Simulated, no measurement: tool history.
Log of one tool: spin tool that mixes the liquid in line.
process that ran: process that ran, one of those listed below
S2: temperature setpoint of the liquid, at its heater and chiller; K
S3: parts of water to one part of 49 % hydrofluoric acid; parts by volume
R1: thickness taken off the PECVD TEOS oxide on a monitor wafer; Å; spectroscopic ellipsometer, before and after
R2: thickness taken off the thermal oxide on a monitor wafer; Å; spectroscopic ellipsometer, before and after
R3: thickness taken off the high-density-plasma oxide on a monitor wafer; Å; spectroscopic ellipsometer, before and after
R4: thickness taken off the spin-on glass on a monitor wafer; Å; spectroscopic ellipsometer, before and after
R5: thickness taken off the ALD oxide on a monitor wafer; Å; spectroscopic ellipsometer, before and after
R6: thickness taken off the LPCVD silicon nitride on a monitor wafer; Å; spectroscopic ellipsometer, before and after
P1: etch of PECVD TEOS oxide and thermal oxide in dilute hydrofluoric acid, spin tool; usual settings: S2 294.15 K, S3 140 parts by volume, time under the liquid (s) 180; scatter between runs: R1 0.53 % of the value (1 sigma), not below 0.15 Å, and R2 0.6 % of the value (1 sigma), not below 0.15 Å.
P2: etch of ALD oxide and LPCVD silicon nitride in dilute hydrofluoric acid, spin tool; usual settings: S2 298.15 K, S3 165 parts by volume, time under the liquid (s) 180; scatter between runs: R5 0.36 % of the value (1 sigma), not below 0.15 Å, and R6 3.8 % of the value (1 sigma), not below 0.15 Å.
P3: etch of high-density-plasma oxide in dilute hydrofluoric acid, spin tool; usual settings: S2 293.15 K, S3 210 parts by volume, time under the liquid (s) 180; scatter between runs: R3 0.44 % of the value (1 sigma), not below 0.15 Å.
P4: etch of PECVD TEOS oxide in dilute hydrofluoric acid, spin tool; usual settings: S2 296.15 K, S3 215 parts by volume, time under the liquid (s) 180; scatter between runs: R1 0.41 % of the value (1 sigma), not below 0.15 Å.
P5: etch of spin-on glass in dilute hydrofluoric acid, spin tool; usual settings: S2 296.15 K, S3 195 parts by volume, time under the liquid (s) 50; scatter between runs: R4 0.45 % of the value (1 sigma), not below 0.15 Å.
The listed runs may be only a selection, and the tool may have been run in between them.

{"run": 1, "hour": 16.3, "process that ran": "P1", "S2": 294.15, "S3": 140, "time under the liquid (s)": 180, "R1": 241.7, "R2": 55.044}
{"run": 2, "hour": 31.6, "process that ran": "P3", "S2": 293.15, "S3": 75, "time under the liquid (s)": 180, "R3": 220.86}
{"run": 3, "hour": 43.0, "process that ran": "P5", "S2": 296.15, "S3": 195, "time under the liquid (s)": 50, "R4": 71.229}
{"run": 4, "hour": 59.3, "process that ran": "P3", "S2": 290.15, "S3": 210, "time under the liquid (s)": 180, "R3": 61.012}
{"run": 5, "hour": 74.9, "process that ran": "P3", "S2": 293.15, "S3": 210, "time under the liquid (s)": 180, "R3": 68.954}
{"run": 6, "hour": 85.8, "process that ran": "P2", "S2": 298.15, "S3": 165, "time under the liquid (s)": 180, "R5": 137.1, "R6": 5.697}
{"run": 7, "hour": 97.4, "process that ran": "P5", "S2": 304.15, "S3": 195, "time under the liquid (s)": 50, "R4": 95.861}
{"run": 8, "hour": 106.2, "process that ran": "P1", "S2": 294.15, "S3": 140, "time under the liquid (s)": 180, "R1": 242.17, "R2": 54.595}
{"run": 9, "hour": 124.7, "process that ran": "P2", "S2": 292.65, "S3": 165, "time under the liquid (s)": 180, "R5": 111.01, "R6": 3.9097}
{"run": 10, "hour": 141.3, "process that ran": "P1", "S2": 294.15, "S3": 75, "time under the liquid (s)": 180, "R1": 479.78, "R2": 110.61}
{"run": 11, "hour": 158.7, "process that ran": "P5", "S2": 296.15, "S3": 195, "time under the liquid (s)": 15, "R4": 21.365}
{"run": 12, "hour": 175.4, "process that ran": "P1", "S2": 294.15, "S3": 220, "time under the liquid (s)": 180, "R1": 140.96, "R2": 32.237}
{"run": 13, "hour": 190.6, "process that ran": "P4", "S2": 296.15, "S3": 215, "time under the liquid (s)": 75, "R1": 32.829}
{"run": 14, "hour": 206.9, "process that ran": "P1", "S2": 294.15, "S3": 140, "time under the liquid (s)": 180, "R1": 240.2, "R2": 54.485}
{"run": 15, "hour": 217.5, "process that ran": "P4", "S2": 296.15, "S3": 215, "time under the liquid (s)": 180, "R1": 78.291}
{"run": 16, "hour": 227.5, "process that ran": "P3", "S2": 293.15, "S3": 210, "time under the liquid (s)": 20, "R3": 7.8044}
{"run": 17, "hour": 236.2, "process that ran": "P1", "S2": 300.65, "S3": 140, "time under the liquid (s)": 180, "R1": 310.4, "R2": 69.796}
{"run": 18, "hour": 250.5, "process that ran": "P4", "S2": 290.15, "S3": 215, "time under the liquid (s)": 180, "R1": 62.27}
{"run": 19, "hour": 263.9, "process that ran": "P1", "S2": 294.15, "S3": 140, "time under the liquid (s)": 70, "R1": 93.58, "R2": 20.993}
{"run": 20, "hour": 273.4, "process that ran": "P1", "S2": 294.15, "S3": 140, "time under the liquid (s)": 180, "R1": 242.48, "R2": 54.292}
{"run": 21, "hour": 285.0, "process that ran": "P1", "S2": 294.15, "S3": 140, "time under the liquid (s)": 180, "R1": 240.88, "R2": 54.353}
{"run": 22, "hour": 294.8, "process that ran": "P2", "S2": 298.15, "S3": 165, "time under the liquid (s)": 320, "R5": 243.96, "R6": 9.5736}
{"run": 23, "hour": 303.7, "process that ran": "P5", "S2": 296.15, "S3": 85, "time under the liquid (s)": 50, "R4": 184.85}
{"run": 24, "hour": 314.9, "process that ran": "P4", "S2": 296.15, "S3": 300, "time under the liquid (s)": 180, "R1": 52.104}
{"run": 25, "hour": 323.7, "process that ran": "P2", "S2": 298.15, "S3": 35, "time under the liquid (s)": 180, "R5": 759.96, "R6": 24.185}
{"run": 26, "hour": 339.6, "process that ran": "P1", "S2": 294.15, "S3": 140, "time under the liquid (s)": 180, "R1": 240.44, "R2": 55.312}
{"run": 27, "hour": 357.8, "process that ran": "P1", "S2": 290.15, "S3": 140, "time under the liquid (s)": 180, "R1": 204.88, "R2": 46.5}
{"run": 28, "hour": 366.7, "process that ran": "P3", "S2": 293.15, "S3": 210, "time under the liquid (s)": 180, "R3": 68.41}
{"run": 29, "hour": 382.2, "process that ran": "P1", "S2": 294.15, "S3": 140, "time under the liquid (s)": 325, "R1": 437.3, "R2": 99.283}
{"run": 30, "hour": 400.9, "process that ran": "P1", "S2": 300.15, "S3": 140, "time under the liquid (s)": 315, "R1": 529.05, "R2": 120.67}
{"run": 31, "hour": 418.0, "process that ran": "P2", "S2": 298.15, "S3": 165, "time under the liquid (s)": 180, "R5": 137.28, "R6": 5.6125}
{"run": 32, "hour": 432.3, "process that ran": "P1", "S2": 294.15, "S3": 140, "time under the liquid (s)": 180, "R1": 240.31, "R2": 54.285}
{"run": 33, "hour": 448.0, "process that ran": "P1", "S2": 294.15, "S3": 140, "time under the liquid (s)": 180, "R1": 251.96, "R2": 55.866}
{"run": 34, "hour": 461.0, "process that ran": "P1", "S2": 294.15, "S3": 140, "time under the liquid (s)": 180, "R1": 257.41, "R2": 58.624}
{"run": 35, "hour": 471.1, "process that ran": "P1", "S2": 294.15, "S3": 140, "time under the liquid (s)": 180, "R1": 261.11, "R2": 57.638}
{"run": 36, "hour": 481.1, "process that ran": "P1", "S2": 294.15, "S3": 140, "time under the liquid (s)": 180, "R1": 259.54, "R2": 59.025}
{"run": 37, "hour": 497.8, "process that ran": "P1", "S2": 294.15, "S3": 140, "time under the liquid (s)": 180, "R1": 265.26, "R2": 59.118}
{"run": 38, "hour": 507.0, "process that ran": "P1", "S2": 294.15, "S3": 140, "time under the liquid (s)": 180, "R1": 264.7, "R2": 59.8}
{"run": 39, "hour": 525.1, "process that ran": "P1", "S2": 294.15, "S3": 140, "time under the liquid (s)": 180, "R1": 266.05, "R2": 59.648}
{"run": 40, "hour": 541.2, "process that ran": "P1", "S2": 294.15, "S3": 140, "time under the liquid (s)": 180, "R1": 261.65, "R2": 59.586}

The output of P1 has drifted from where it used to be. Each of the 2 causes below, taken at the size shown beside it, accounts for the log equally well:
A: hydrofluoric acid flow above the setpoint (%) = 8.5
B: liquid hotter than its thermometer reads (K) = 2.39
The onset of the drift is placed at about hour 432.3.

Consider the 4 check runs below, whose results appear as question marks and each of which averages 5 wafers. Which one distinguishes the causes, in that each cause would give it a clearly different result?
{"run": "check 1", "hour": 557.3, "process that ran": "P2", "S2": 294.15, "S3": 50, "time under the liquid (s)": 180, "R5": "?", "R6": "?"}
{"run": "check 2", "hour": 557.3, "process that ran": "P4", "S2": 290.15, "S3": 215, "time under the liquid (s)": 180, "R1": "?"}
{"run": "check 3", "hour": 557.3, "process that ran": "P3", "S2": 293.15, "S3": 120, "time under the liquid (s)": 60, "R3": "?"}
{"run": "check 4", "hour": 557.3, "process that ran": "P5", "S2": 296.15, "S3": 110, "time under the liquid (s)": 15, "R4": "?"}

Expected result of each check under each candidate cause:
check=check_1 result=R5 if_A=481.62 if_B=488.07
check=check_1 result=R6 if_A=14.8820 if_B=16.1840
check=check_2 result=R1 if_A=69.090 if_B=68.846
check=check_3 result=R3 if_A=48.0570 if_B=48.2500
check=check_4 result=R4 if_A=45.747 if_B=45.837
Separation of the two closest causes in each check, using whichever result separates them best: check 1 8.39 %; check 2 0.35 %; check 3 0.4 %; check 4 0.2 %
Only check 1 tells the causes apart: in the others they would give nearly the same result.

Check 1 was then run and gave: R5 487.01 Å; R6 16.1010 Å. Which cause is it?

It was cause B: liquid hotter than its thermometer reads (K).
